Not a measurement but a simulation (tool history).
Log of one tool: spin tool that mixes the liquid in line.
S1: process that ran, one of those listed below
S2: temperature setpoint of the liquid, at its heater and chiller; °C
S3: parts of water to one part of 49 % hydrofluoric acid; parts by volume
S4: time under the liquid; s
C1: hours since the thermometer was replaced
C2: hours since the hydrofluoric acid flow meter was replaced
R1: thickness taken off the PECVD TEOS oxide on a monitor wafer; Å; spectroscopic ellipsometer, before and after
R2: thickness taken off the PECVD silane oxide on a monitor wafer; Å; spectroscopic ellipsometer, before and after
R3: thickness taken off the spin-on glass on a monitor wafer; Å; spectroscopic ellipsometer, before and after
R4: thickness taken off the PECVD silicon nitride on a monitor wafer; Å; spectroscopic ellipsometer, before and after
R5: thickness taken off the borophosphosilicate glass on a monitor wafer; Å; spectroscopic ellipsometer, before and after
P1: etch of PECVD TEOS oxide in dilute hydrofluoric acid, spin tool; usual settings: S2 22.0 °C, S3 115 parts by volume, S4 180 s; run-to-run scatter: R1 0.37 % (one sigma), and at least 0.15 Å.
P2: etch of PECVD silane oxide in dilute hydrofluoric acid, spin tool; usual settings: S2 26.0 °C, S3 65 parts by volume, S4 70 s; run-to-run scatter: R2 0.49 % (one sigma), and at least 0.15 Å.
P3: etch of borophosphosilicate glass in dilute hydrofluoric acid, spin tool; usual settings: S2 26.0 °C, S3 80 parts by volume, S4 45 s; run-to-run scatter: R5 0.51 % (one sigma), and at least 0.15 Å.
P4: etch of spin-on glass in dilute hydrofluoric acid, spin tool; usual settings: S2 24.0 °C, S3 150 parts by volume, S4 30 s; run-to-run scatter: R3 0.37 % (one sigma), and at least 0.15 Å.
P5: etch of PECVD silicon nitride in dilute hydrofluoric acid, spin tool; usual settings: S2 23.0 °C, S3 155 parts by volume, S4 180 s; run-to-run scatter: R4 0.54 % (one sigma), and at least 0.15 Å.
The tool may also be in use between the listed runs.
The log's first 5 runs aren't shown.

run   hour  S1    S2   S3   S4     C1     C2       R1       R2      R3      R4      R5
      36.7  -- hydrofluoric acid flow meter replaced
  6   43.6  P1  22.0  115   25  338.0    7.0   21.779
  7   50.8  P1  22.0  165  180  345.2   14.2  103.670
      52.5  -- thermometer replaced
  8   59.6  P5  27.5  155  180    7.1   23.0                            61.712
  9   67.3  P1  22.0  155   45   14.8   30.7   28.285
 10   72.2  P2  34.0   65   70   19.7   35.6            598.78
 11   80.3  P2  26.0   20   70   27.8   43.7           1517.30
 12   89.9  P5  23.0  155  180   37.4   53.3                            46.278
 13   96.3  P1  22.0  115  180   43.8   59.7  156.710
 14  106.0  P3  26.0   80   45   53.5   69.4                                    233.11
 15  111.5  P3  26.0  115   45   59.0   74.9                                    155.52
 16  116.8  P3  26.0   80   45   64.3   80.2                                    233.32
 17  124.9  P1  22.0  115  265   72.4   88.3  232.480
 18  134.9  P4  24.0  150   55   82.4   98.3                    113.99
 19  141.4  P1  25.5  115  180   88.9  104.8  180.090
 20  146.6  P3  21.0   80   45   94.1  110.0                                    191.78

The next listed run, before its measurement:
 21  153.3  P5  23.0  20  180  100.8  116.7               ?

Run 21 gave R4 343.370 Å.

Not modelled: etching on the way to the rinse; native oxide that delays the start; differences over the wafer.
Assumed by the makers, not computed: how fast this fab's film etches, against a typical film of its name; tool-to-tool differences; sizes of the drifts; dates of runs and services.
